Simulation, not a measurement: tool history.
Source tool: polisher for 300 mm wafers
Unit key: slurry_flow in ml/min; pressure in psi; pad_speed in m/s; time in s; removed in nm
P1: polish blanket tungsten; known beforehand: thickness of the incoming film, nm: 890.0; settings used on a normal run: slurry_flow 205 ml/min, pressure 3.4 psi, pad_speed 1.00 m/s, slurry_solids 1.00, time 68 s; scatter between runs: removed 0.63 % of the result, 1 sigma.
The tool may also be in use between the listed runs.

run   hour  slurry_flow  pressure  pad_speed  slurry_solids  time  removed
  1   13.6          205       3.4       1.00           1.00    68   264.78
  2   23.7          205       3.4       1.50           1.00    68   397.68
  3   37.8          205       3.4       1.00           1.35    68   287.34
  4   47.3          205       1.9       0.72           1.00    68   106.98
  5   62.2          205       3.4       1.00           1.00    68   264.08
  6   75.0          205       3.4       1.00           1.00    68   262.45
  7   85.9          205       3.4       1.00           0.70    68   245.99
  8   93.2          205       3.4       1.00           1.00    68   265.43
  9  107.3          305       3.4       1.00           1.00    68   277.82
 10  115.1          205       3.4       1.00           1.00    94   366.97
 11  127.1          205       5.1       1.00           1.00    68   401.36
 12  137.7          205       3.4       0.54           1.00    68   145.01
 13  150.5          125       3.4       1.00           1.00    68   246.16
 14  163.6          205       3.4       1.38           0.80    68   348.21
 15  179.1          205       3.4       1.00           1.00    31   121.20
 16  189.2          205       2.0       1.00           1.00    68   156.34
 17  197.1          205       3.4       1.00           1.00    68   265.00

What will run 18 give?
 18  211.0          205       3.4       1.00           1.00    68        ?

removed: 268.84 nm
